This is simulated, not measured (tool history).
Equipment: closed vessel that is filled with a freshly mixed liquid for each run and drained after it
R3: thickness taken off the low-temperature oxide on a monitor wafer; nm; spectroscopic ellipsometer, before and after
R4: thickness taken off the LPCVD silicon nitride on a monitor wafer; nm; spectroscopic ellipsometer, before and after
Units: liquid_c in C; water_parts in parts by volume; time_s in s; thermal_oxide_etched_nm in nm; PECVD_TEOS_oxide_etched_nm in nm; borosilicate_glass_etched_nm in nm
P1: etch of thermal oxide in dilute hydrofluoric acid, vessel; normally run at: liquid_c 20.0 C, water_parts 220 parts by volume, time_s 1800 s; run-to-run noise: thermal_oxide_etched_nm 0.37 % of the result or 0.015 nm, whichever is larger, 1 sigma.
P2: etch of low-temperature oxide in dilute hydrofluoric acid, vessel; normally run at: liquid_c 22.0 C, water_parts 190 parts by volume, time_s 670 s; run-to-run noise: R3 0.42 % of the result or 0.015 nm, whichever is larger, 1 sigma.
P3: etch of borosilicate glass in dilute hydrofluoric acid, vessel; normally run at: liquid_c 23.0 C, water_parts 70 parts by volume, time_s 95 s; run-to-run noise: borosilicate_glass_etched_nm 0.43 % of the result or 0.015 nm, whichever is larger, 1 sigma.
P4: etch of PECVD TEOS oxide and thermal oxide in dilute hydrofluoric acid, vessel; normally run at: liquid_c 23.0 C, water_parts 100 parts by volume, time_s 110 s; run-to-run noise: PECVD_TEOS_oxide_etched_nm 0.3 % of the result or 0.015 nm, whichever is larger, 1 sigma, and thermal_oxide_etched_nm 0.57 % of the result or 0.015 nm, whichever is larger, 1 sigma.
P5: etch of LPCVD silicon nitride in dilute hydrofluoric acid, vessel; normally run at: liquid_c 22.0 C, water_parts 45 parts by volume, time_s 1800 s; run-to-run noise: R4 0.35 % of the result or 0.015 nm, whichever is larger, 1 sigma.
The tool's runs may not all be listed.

Run 1, day 0.362: process P1, liquid_c 20.0 C, water_parts 220 parts by volume, time_s 1800 s. Result: thermal_oxide_etched_nm 28.9230 nm.
Run 2, day 0.833: process P1, liquid_c 20.0 C, water_parts 220 parts by volume, time_s 1800 s. Result: thermal_oxide_etched_nm 28.9510 nm.
Run 3, day 1.071: process P4, liquid_c 31.0 C, water_parts 100 parts by volume, time_s 110 s. Result: thermal_oxide_etched_nm 6.5953 nm, PECVD_TEOS_oxide_etched_nm 30.484 nm.
Run 4, day 1.433: process P2, liquid_c 22.0 C, water_parts 70 parts by volume, time_s 670 s. Result: R3 101.7400 nm.
Run 5, day 1.804: process P2, liquid_c 22.0 C, water_parts 190 parts by volume, time_s 670 s. Result: R3 32.8980 nm.
Run 6, day 2.246: process P5, liquid_c 22.0 C, water_parts 45 parts by volume, time_s 1800 s. Result: R4 14.9140 nm.
Run 7, day 2.500: process P1, liquid_c 20.0 C, water_parts 220 parts by volume, time_s 1800 s. Result: thermal_oxide_etched_nm 29.1530 nm.
Run 8, day 2.908: process P1, liquid_c 25.5 C, water_parts 335 parts by volume, time_s 1800 s. Result: thermal_oxide_etched_nm 20.8020 nm.
Run 9, day 3.246: process P4, liquid_c 23.0 C, water_parts 100 parts by volume, time_s 110 s. Result: thermal_oxide_etched_nm 4.8772 nm, PECVD_TEOS_oxide_etched_nm 22.493 nm.
Run 10, day 3.688: process P4, liquid_c 23.0 C, water_parts 100 parts by volume, time_s 180 s. Result: thermal_oxide_etched_nm 8.0259 nm, PECVD_TEOS_oxide_etched_nm 36.685 nm.
Run 11, day 4.188: process P4, liquid_c 23.0 C, water_parts 100 parts by volume, time_s 110 s. Result: thermal_oxide_etched_nm 4.8848 nm, PECVD_TEOS_oxide_etched_nm 22.406 nm.
Run 12, day 4.612: process P2, liquid_c 17.0 C, water_parts 190 parts by volume, time_s 670 s. Result: R3 27.0800 nm.
Run 13, day 5.004: process P4, liquid_c 23.0 C, water_parts 175 parts by volume, time_s 110 s. Result: thermal_oxide_etched_nm 2.5616 nm, PECVD_TEOS_oxide_etched_nm 11.681 nm.
Run 14, day 5.421: process P5, liquid_c 22.0 C, water_parts 45 parts by volume, time_s 1800 s. Result: R4 14.9370 nm.
Run 15, day 5.875: process P1, liquid_c 20.0 C, water_parts 220 parts by volume, time_s 1800 s. Result: thermal_oxide_etched_nm 28.8600 nm.
Run 16, day 6.271: process P5, liquid_c 22.0 C, water_parts 45 parts by volume, time_s 3085 s. Result: R4 25.5370 nm.
Run 17, day 6.696: process P1, liquid_c 17.0 C, water_parts 220 parts by volume, time_s 1800 s. Result: thermal_oxide_etched_nm 25.9070 nm.
Run 18, day 7.138: process P2, liquid_c 22.0 C, water_parts 190 parts by volume, time_s 670 s. Result: R3 32.9510 nm.
Run 19, day 7.500: process P5, liquid_c 22.0 C, water_parts 70 parts by volume, time_s 1800 s. Result: R4 9.6683 nm.
Run 20, day 7.967: process P3, liquid_c 23.0 C, water_parts 70 parts by volume, time_s 95 s. Result: borosilicate_glass_etched_nm 40.100 nm.
Run 21, day 8.250: process P5, liquid_c 17.0 C, water_parts 45 parts by volume, time_s 1800 s. Result: R4 10.5400 nm.
Run 22, day 8.671: process P3, liquid_c 23.0 C, water_parts 125 parts by volume, time_s 95 s. Result: borosilicate_glass_etched_nm 20.937 nm.
Run 23, day 9.088: process P1, liquid_c 20.0 C, water_parts 220 parts by volume, time_s 840 s. Result: thermal_oxide_etched_nm 13.4700 nm.
Run 24, day 9.450: process P3, liquid_c 27.5 C, water_parts 70 parts by volume, time_s 95 s. Result: borosilicate_glass_etched_nm 47.732 nm.
Run 25, day 9.771: process P1, liquid_c 20.0 C, water_parts 85 parts by volume, time_s 1800 s. Result: thermal_oxide_etched_nm 86.6500 nm.
Run 26, day 10.129: process P3, liquid_c 23.0 C, water_parts 70 parts by volume, time_s 30 s. Result: borosilicate_glass_etched_nm 12.527 nm.
Run 27, day 10.529: process P1, liquid_c 20.0 C, water_parts 220 parts by volume, time_s 1800 s. Result: thermal_oxide_etched_nm 28.9890 nm.
Run 28, day 10.779: process P1, liquid_c 20.0 C, water_parts 380 parts by volume, time_s 1800 s. Result: thermal_oxide_etched_nm 14.3740 nm.
Run 29, day 11.083: process P1, liquid_c 20.0 C, water_parts 220 parts by volume, time_s 1800 s. Result: thermal_oxide_etched_nm 28.8810 nm.
Run 30, day 11.579: process P2, liquid_c 22.0 C, water_parts 190 parts by volume, time_s 90 s. Result: R3 4.3958 nm.
Run 31, day 11.946: process P1, liquid_c 28.5 C, water_parts 220 parts by volume, time_s 1800 s. Result: thermal_oxide_etched_nm 39.6610 nm.
Run 32, day 12.362: process P1, liquid_c 20.0 C, water_parts 220 parts by volume, time_s 3480 s. Result: thermal_oxide_etched_nm 56.0710 nm.
Run 33, day 12.783: process P1, liquid_c 24.0 C, water_parts 220 parts by volume, time_s 2815 s. Result: thermal_oxide_etched_nm 52.4650 nm.
Run 34, day 13.025: process P1, liquid_c 20.0 C, water_parts 220 parts by volume, time_s 1800 s. Result: thermal_oxide_etched_nm 28.9840 nm.
Run 35, day 13.454: process P1, liquid_c 20.0 C, water_parts 220 parts by volume, time_s 1800 s. Result: thermal_oxide_etched_nm 28.1360 nm.
Run 36, day 13.817: process P1, liquid_c 20.0 C, water_parts 220 parts by volume, time_s 1800 s. Result: thermal_oxide_etched_nm 27.2750 nm.
Run 37, day 14.242: process P1, liquid_c 20.0 C, water_parts 220 parts by volume, time_s 1800 s. Result: thermal_oxide_etched_nm 26.9610 nm.
Run 38, day 14.646: process P1, liquid_c 20.0 C, water_parts 220 parts by volume, time_s 1800 s. Result: thermal_oxide_etched_nm 26.6690 nm.
Run 39, day 14.925: process P1, liquid_c 20.0 C, water_parts 220 parts by volume, time_s 1800 s. Result: thermal_oxide_etched_nm 26.5650 nm.
Run 40, day 15.317: process P1, liquid_c 20.0 C, water_parts 220 parts by volume, time_s 1800 s. Result: thermal_oxide_etched_nm 26.4520 nm.
Run 41, day 15.579: process P1, liquid_c 20.0 C, water_parts 220 parts by volume, time_s 1800 s. Result: thermal_oxide_etched_nm 26.4490 nm.
Run 42, day 16.029: process P1, liquid_c 20.0 C, water_parts 220 parts by volume, time_s 1800 s. Result: thermal_oxide_etched_nm 26.3310 nm.
Run 43, day 16.496: process P1, liquid_c 20.0 C, water_parts 220 parts by volume, time_s 1800 s. Result: thermal_oxide_etched_nm 26.2530 nm.
Run 44, day 16.850: process P1, liquid_c 20.0 C, water_parts 220 parts by volume, time_s 1800 s. Result: thermal_oxide_etched_nm 26.3330 nm.

Something has made what P1 gives creep away from where it was; the 2 causes below, each at its own stated size, fit the log equally well:
A: liquid colder than its thermometer reads (K) = 2.43
B: hydrofluoric acid flow below the setpoint (%) = 7.43
The gradual shift began around day 13.025.

Each of the 4 check runs below uses one wafer; its results are left as question marks. Which run tells the causes apart?
Run check 1, day 17.204: process P3, liquid_c 23.0 C, water_parts 110 parts by volume, time_s 95 s. Result: borosilicate_glass_etched_nm ?.
Run check 2, day 17.204: process P5, liquid_c 17.0 C, water_parts 45 parts by volume, time_s 1800 s. Result: R4 ?.
Run check 3, day 17.204: process P4, liquid_c 29.0 C, water_parts 100 parts by volume, time_s 110 s. Result: thermal_oxide_etched_nm ?, PECVD_TEOS_oxide_etched_nm ?.
Run check 4, day 17.204: process P2, liquid_c 17.0 C, water_parts 190 parts by volume, time_s 125 s. Result: R3 ?.

Expected result of each check under each candidate cause:
  check                        result    if A    if B
check 1  borosilicate_glass_etched_nm  22.004  22.224
check 2                            R4  8.8353  9.7637
check 3       thermal_oxide_etched_nm  5.6548  5.6817
check 3    PECVD_TEOS_oxide_etched_nm  25.809  25.932
check 4                            R3  4.5670  4.6014
Separation of the two closest causes in each check, using whichever result separates them best: check 1 1 %; check 2 9.99 %; check 3 0.47 %; check 4 0.75 %
Check 2 is the one run that separates the causes; every other check would come out nearly the same whichever cause is at work.

Check 2 has now been run. It gave: R4 8.8389 nm. Which of the candidate causes is it?

It is A: liquid colder than its thermometer reads (K).
